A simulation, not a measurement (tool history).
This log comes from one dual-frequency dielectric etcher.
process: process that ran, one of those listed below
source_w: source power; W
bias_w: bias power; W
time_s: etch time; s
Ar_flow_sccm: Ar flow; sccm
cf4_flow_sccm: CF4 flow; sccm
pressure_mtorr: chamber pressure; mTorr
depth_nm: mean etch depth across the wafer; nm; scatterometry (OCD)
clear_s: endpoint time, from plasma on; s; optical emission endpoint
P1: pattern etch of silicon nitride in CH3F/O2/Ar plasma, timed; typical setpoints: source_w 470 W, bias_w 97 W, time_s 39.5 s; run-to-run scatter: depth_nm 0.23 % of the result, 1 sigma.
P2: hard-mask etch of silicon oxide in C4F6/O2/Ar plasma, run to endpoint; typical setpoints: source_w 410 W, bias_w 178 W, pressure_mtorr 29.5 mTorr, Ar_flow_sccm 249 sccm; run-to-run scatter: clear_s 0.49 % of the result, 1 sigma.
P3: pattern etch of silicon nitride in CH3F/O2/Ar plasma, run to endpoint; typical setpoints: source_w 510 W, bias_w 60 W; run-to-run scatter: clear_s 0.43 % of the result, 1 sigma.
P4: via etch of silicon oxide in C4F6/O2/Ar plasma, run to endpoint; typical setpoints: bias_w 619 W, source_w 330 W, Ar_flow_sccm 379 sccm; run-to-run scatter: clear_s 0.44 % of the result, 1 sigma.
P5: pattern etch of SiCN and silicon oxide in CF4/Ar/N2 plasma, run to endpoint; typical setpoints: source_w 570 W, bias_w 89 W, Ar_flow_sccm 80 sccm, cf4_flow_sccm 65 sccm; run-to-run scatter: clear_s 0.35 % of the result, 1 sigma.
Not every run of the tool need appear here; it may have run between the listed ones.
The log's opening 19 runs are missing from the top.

run	hour	process	source_w	bias_w	time_s	Ar_flow_sccm	cf4_flow_sccm	pressure_mtorr	hours since the last wet clean	hours since the last source power generator calibration	hours since the last bias power generator calibration	depth_nm	clear_s
20	131.8	P4	330	763		379			321.1	1757.8	1342		18.913
21	140.9	P1	470	97	39.5				330.2	1766.9	1351.1	32.865	
22	149.7	P2	410	178		249		41.5	339	1775.7	1359.9		103.13
23	155.4	P4	330	619		379			344.7	1781.4	1365.6		20.574
24	164.5	P3	510	80					353.8	1790.5	1374.7		37.125
25	172.7	P1	620	97	39.5				362	1798.7	1382.9	36.329	
26	181.8	P1	470	97	39.5				371.1	1807.8	1392	32.739	
27	187.7	P1	470	133	39.5				377	1813.7	1397.9	36.798	
28	195.4	P5	570	116		80	65		384.7	1821.4	1405.6		12.227
29	203.6	P4	410	619		379			392.9	1829.6	1413.8		19.064
30	207.7	P1	470	97	39.5				397	1833.7	1417.9	32.707	
31	214.2	P2	410	178		249		29.5	403.5	1840.2	1424.4		98.677
32	220.1	P1	470	97	39.5				409.4	1846.1	1430.3	32.695	
33	228.7	P1	470	97	39.5				418	1854.7	1438.9	33.1	
34	233.8	P1	470	97	39.5				423.1	1859.8	1444	33.008	
35	240.8	P1	470	97	39.5				430.1	1866.8	1451	33.148	
# hour 248.2: wet clean of the chamber
36	249.7	P1	470	97	39.5				1.6	1875.7	1459.9	33.281	
37	254.9	P1	470	97	39.5				6.8	1880.9	1465.1	33.321	

Forecast run 38:
38	260.2	P1	470	97	39.5				12.1	1886.2	1470.4	?	

{"run 38": {"depth_nm": 33.44}}

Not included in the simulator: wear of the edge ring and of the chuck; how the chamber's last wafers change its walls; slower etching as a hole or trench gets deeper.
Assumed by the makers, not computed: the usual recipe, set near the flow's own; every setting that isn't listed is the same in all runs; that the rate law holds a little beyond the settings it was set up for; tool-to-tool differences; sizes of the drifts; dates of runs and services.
